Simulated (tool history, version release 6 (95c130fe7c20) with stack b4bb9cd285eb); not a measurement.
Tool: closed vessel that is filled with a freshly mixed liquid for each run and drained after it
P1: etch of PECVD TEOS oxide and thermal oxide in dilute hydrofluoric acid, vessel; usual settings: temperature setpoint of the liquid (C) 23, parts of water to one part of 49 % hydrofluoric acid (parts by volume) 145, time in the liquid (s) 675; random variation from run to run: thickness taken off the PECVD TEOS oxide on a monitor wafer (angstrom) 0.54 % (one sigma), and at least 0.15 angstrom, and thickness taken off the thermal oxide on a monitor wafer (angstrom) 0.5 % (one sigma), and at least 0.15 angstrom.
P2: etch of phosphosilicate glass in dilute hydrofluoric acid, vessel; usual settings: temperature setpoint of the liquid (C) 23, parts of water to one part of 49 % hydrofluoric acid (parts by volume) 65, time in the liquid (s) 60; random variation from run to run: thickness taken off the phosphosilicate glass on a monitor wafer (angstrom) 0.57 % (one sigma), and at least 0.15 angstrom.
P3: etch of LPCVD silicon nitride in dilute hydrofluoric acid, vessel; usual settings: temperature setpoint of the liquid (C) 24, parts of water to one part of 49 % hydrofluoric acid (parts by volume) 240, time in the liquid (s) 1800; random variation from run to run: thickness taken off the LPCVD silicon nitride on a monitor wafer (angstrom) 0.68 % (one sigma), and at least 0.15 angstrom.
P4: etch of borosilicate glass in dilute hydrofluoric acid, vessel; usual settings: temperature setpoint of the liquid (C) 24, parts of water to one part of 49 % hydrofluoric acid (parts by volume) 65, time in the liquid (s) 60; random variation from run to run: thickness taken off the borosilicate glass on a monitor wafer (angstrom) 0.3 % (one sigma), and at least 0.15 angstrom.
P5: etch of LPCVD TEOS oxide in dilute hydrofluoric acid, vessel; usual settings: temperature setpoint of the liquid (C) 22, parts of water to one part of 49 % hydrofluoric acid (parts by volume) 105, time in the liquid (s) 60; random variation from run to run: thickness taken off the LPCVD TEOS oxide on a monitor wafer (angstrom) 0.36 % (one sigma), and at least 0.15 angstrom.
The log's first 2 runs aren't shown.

| run | hour | process that ran | temperature setpoint of the liquid (C) | parts of water to one part of 49 % hydrofluoric acid (parts by volume) | time in the liquid (s) | thickness taken off the PECVD TEOS oxide on a monitor wafer (angstrom) | thickness taken off the thermal oxide on a monitor wafer (angstrom) | thickness taken off the LPCVD silicon nitride on a monitor wafer (angstrom) | thickness taken off the phosphosilicate glass on a monitor wafer (angstrom) | thickness taken off the LPCVD TEOS oxide on a monitor wafer (angstrom) | thickness taken off the borosilicate glass on a monitor wafer (angstrom) |
|---|---|---|---|---|---|---|---|---|---|---|---|
| 3 | 12.2 | P1 | 23 | 145 | 30 | 20.388 | 8.8964 |  |  |  |  |
| 4 | 18.1 | P2 | 23 | 65 | 30 |  |  |  | 933.85 |  |  |
| 5 | 23 | P3 | 19.5 | 240 | 1800 |  |  | 26.318 |  |  |  |
| 6 | 28.1 | P1 | 23 | 65 | 675 | 1122.6 | 490.08 |  |  |  |  |
| 7 | 34.2 | P2 | 23 | 65 | 60 |  |  |  | 1884.8 |  |  |
| 8 | 39.3 | P2 | 23 | 40 | 60 |  |  |  | 3153.7 |  |  |
| 9 | 42.4 | P5 | 22 | 105 | 60 |  |  |  |  | 123.61 |  |
| 10 | 47 | P1 | 23 | 195 | 675 | 319.38 | 140.67 |  |  |  |  |
| 11 | 53.1 | P5 | 22 | 105 | 110 |  |  |  |  | 226.06 |  |
| 12 | 57.7 | P4 | 28 | 65 | 60 |  |  |  |  |  | 301.34 |
| 13 | 60.6 | P2 | 29.5 | 65 | 60 |  |  |  | 2432.8 |  |  |
| 14 | 64.3 | P1 | 23 | 145 | 675 | 460.78 | 200.97 |  |  |  |  |
| 15 | 69.8 | P1 | 23 | 145 | 675 | 457.72 | 201.88 |  |  |  |  |
| 16 | 73.8 | P4 | 24 | 115 | 60 |  |  |  |  |  | 136.28 |
| 17 | 80.6 | P1 | 23 | 145 | 980 | 665.11 | 289.58 |  |  |  |  |
| 18 | 86.9 | P4 | 24 | 65 | 120 |  |  |  |  |  | 514.23 |
|  | 88.8 | thermometer replaced |
| 19 | 90.1 | P5 | 27.5 | 105 | 60 |  |  |  |  | 152.91 |  |
| 20 | 96.4 | P4 | 24 | 65 | 60 |  |  |  |  |  | 256.32 |

The next listed run, before its measurement:
| 21 | 101.7 | P3 | 24 | 240 | 560 |  |  | ? |  |  |  |

thickness taken off the LPCVD silicon nitride on a monitor wafer (angstrom): 11.034
